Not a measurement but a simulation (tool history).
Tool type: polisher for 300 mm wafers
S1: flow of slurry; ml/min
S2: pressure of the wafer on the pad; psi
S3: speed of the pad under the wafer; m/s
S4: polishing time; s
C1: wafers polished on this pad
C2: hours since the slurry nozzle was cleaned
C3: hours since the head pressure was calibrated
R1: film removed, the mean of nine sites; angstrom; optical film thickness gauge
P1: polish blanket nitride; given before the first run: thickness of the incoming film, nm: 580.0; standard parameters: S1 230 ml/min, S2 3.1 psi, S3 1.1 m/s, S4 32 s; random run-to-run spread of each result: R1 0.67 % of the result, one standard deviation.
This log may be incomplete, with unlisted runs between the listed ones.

run 1 hour=6.5 | S1=230 S2=3.1 S3=1.1 S4=32 | C1=415 C2=323.4 C3=388.7 | R1=647.43
run 2 hour=15.2 | S1=230 S2=3.1 S3=1.1 S4=32 | C1=508 C2=332.1 C3=397.4 | R1=638.36
run 3 hour=23.6 | S1=230 S2=3.1 S3=1.1 S4=32 | C1=598 C2=340.5 C3=405.8 | R1=647.13
run 4 hour=37.7 | S1=230 S2=3.1 S3=1.1 S4=32 | C1=749 C2=354.6 C3=419.9 | R1=645.16
run 5 hour=45.6 | S1=230 S2=3.1 S3=1.1 S4=16 | C1=833 C2=362.5 C3=427.8 | R1=323.92
run 6 hour=55 | S1=230 S2=3.1 S3=1.1 S4=32 | C1=934 C2=371.9 C3=437.2 | R1=649.73
run 7 hour=65.6 | S1=140 S2=3.1 S3=1.1 S4=32 | C1=1047 C2=382.5 C3=447.8 | R1=599.93
run 8 hour=76.3 | S1=360 S2=3.1 S3=1.1 S4=32 | C1=1162 C2=393.2 C3=458.5 | R1=669.38
run 9 hour=85 | S1=230 S2=2.3 S3=0.8 S4=32 | C1=1255 C2=401.9 C3=467.2 | R1=373.47
run 10 hour=95.7 | S1=230 S2=3.1 S3=1.1 S4=48 | C1=1369 C2=412.6 C3=477.9 | R1=971.66
run 11 hour=104.7 | S1=230 S2=1.4 S3=1.1 S4=32 | C1=1465 C2=421.6 C3=486.9 | R1=290.37
run 12 hour=115.7 | S1=230 S2=3.1 S3=0.66 S4=32 | C1=1583 C2=432.6 C3=497.9 | R1=430.99
run 13 hour=127.4 | S1=230 S2=4.6 S3=1.1 S4=32 | C1=1708 C2=444.3 C3=509.6 | R1=957.2
run 14 hour=140.7 | S1=230 S2=3.1 S3=1.7 S4=32 | C1=1850 C2=457.6 C3=522.9 | R1=906.45
run 15 hour=147.8 | S1=230 S2=3.1 S3=1.1 S4=32 | C1=1926 C2=464.7 C3=530 | R1=639
run 16 hour=154.7 | S1=230 S2=3.1 S3=1.1 S4=32 | C1=2000 C2=471.6 C3=536.9 | R1=639.08
run 17 hour=168.6 | S1=230 S2=3.1 S3=1.1 S4=32 | C1=2148 C2=485.5 C3=550.8 | R1=614.43
run 18 hour=178.9 | S1=230 S2=3.1 S3=1.1 S4=32 | C1=2259 C2=495.8 C3=561.1 | R1=613.89
run 19 hour=192.1 | S1=230 S2=3.1 S3=1.1 S4=32 | C1=2400 C2=509 C3=574.3 | R1=613.48
-- hour=199.7 worn pad replaced by a new one
run 20 hour=202.7 | S1=230 S2=3.1 S3=1.1 S4=32 | C1=33 C2=519.6 C3=584.9 | R1=610.91
run 21 hour=212.9 | S1=230 S2=3.1 S3=1.1 S4=32 | C1=142 C2=529.8 C3=595.1 | R1=611.33
run 22 hour=226.1 | S1=230 S2=3.1 S3=1.1 S4=32 | C1=283 C2=543 C3=608.3 | R1=603.62

P1 has crept away from where it was. The log is fitted equally well by each of these 2 causes, at the sizes shown:
A: head's pressure below its setpoint, % = 6.58
B: slurry flow missing at the pad, % = 37.3
The gradual shift began around hour 147.8.
Other possible causes, and why each is ruled out:
removal rate lost through wear of the pad, %: maintenance at hour 199.7, after the shift began, did not return the process to its former output

Which of the check runs below tells the causes apart, meaning the causes would give it clearly different results? Each run uses 2 wafers whose results are averaged, and each result is shown as a question mark.
run check 1 hour=239.3 | S1=230 S2=4.6 S3=1.4 S4=32 | R1=?
run check 2 hour=239.3 | S1=230 S2=1.4 S3=1.1 S4=17 | R1=?
run check 3 hour=239.3 | S1=230 S2=4.3 S3=1.7 S4=32 | R1=?
run check 4 hour=239.3 | S1=140 S2=4.6 S3=1.1 S4=32 | R1=?

What each check would give under each cause:
check=check_1 result=R1 if_A=1085.7 if_B=1085.8
check=check_2 result=R1 if_A=144.75 if_B=144.76
check=check_3 result=R1 if_A=1185.5 if_B=1185.6
check=check_4 result=R1 if_A=831.91 if_B=800.18
Per-check spread between the two closest causes, in the result where they differ most: check 1 0.01 %; check 2 0.01 %; check 3 0.01 %; check 4 3.89 %
Only check 4 tells the causes apart: in the others they would give nearly the same result.

The results of check 4 are: R1 799.08 angstrom. Based on these, which of the listed causes is it?

It was cause B: slurry flow missing at the pad, %.
